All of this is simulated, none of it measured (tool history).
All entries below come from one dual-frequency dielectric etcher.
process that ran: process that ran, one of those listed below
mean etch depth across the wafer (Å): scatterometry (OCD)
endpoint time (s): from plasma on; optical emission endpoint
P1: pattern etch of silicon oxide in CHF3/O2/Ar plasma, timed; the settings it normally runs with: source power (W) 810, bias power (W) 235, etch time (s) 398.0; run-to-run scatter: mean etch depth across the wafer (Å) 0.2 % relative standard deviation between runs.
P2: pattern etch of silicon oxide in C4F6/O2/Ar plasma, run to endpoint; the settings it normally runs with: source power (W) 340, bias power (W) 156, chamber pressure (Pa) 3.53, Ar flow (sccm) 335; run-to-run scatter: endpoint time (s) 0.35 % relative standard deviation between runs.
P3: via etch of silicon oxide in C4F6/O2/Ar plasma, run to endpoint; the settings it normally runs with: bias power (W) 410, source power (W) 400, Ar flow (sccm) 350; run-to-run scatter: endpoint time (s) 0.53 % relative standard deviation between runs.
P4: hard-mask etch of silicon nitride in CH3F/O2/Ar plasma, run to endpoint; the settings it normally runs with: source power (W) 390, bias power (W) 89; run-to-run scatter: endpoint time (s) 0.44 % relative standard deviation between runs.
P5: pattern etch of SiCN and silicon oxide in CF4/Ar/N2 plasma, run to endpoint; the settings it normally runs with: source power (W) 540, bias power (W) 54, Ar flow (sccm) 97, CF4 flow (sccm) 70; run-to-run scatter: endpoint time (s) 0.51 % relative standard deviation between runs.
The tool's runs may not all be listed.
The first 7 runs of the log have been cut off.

| run | hour | process that ran | source power (W) | bias power (W) | etch time (s) | Ar flow (sccm) | CF4 flow (sccm) | chamber pressure (Pa) | hours since the last wet clean | hours since the last source power generator calibration | hours since the last bias power generator calibration | mean etch depth across the wafer (Å) | endpoint time (s) |
|---|---|---|---|---|---|---|---|---|---|---|---|---|---|
| 8 | 39.4 | P4 | 390 | 89 |  |  |  |  | 325.3 | 2635.9 | 2175.8 |  | 38.304 |
| 9 | 44.9 | P2 | 470 | 156 |  | 335 |  | 3.53 | 330.8 | 2641.4 | 2181.3 |  | 10.507 |
| 10 | 49.3 | P1 | 810 | 235 | 261.5 |  |  |  | 335.2 | 2645.8 | 2185.7 | 6401.2 |  |
| 11 | 53.7 | P1 | 810 | 235 | 398.0 |  |  |  | 339.6 | 2650.2 | 2190.1 | 9707.5 |  |
| 12 | 57.4 | P5 | 540 | 54 |  | 128 | 70 |  | 343.3 | 2653.9 | 2193.8 |  | 10.443 |
| 13 | 62.2 | P2 | 340 | 156 |  | 335 |  | 3.53 | 348.1 | 2658.7 | 2198.6 |  | 11.889 |
| 14 | 65.1 | P1 | 810 | 235 | 398.0 |  |  |  | 351.0 | 2661.6 | 2201.5 | 9696.6 |  |
| 15 | 69.3 | P1 | 810 | 235 | 398.0 |  |  |  | 355.2 | 2665.8 | 2205.7 | 9734.6 |  |
| 16 | 73.9 | P5 | 540 | 54 |  | 97 | 54 |  | 359.8 | 2670.4 | 2210.3 |  | 10.383 |
| 17 | 78.8 | P1 | 810 | 235 | 398.0 |  |  |  | 364.7 | 2675.3 | 2215.2 | 9690.1 |  |
| 18 | 84.3 | P5 | 540 | 54 |  | 97 | 70 |  | 370.2 | 2680.8 | 2220.7 |  | 10.038 |
| 19 | 88.1 | P1 | 810 | 235 | 540.0 |  |  |  | 374.0 | 2684.6 | 2224.5 | 13183.0 |  |
| 20 | 93.3 | P1 | 810 | 305 | 398.0 |  |  |  | 379.2 | 2689.8 | 2229.7 | 10619.0 |  |
| 21 | 96.6 | P1 | 550 | 235 | 398.0 |  |  |  | 382.5 | 2693.1 | 2233.0 | 8411.0 |  |
| 22 | 100.9 | P2 | 340 | 156 |  | 335 |  | 4.47 | 386.8 | 2697.4 | 2237.3 |  | 12.201 |
| 23 | 107.1 | P1 | 810 | 235 | 398.0 |  |  |  | 393.0 | 2703.6 | 2243.5 | 9697.3 |  |
| 24 | 110.0 | P3 | 400 | 410 |  | 350 |  |  | 395.9 | 2706.5 | 2246.4 |  | 35.294 |
| 25 | 114.3 | P4 | 390 | 63 |  |  |  |  | 400.2 | 2710.8 | 2250.7 |  | 42.768 |

What will run 26 give?
| 26 | 120.3 | P1 | 1040 | 235 | 277.0 |  |  |  | 406.2 | 2716.8 | 2256.7 | ? |  |

Run 26 produced mean etch depth across the wafer (Å) 7413.6.
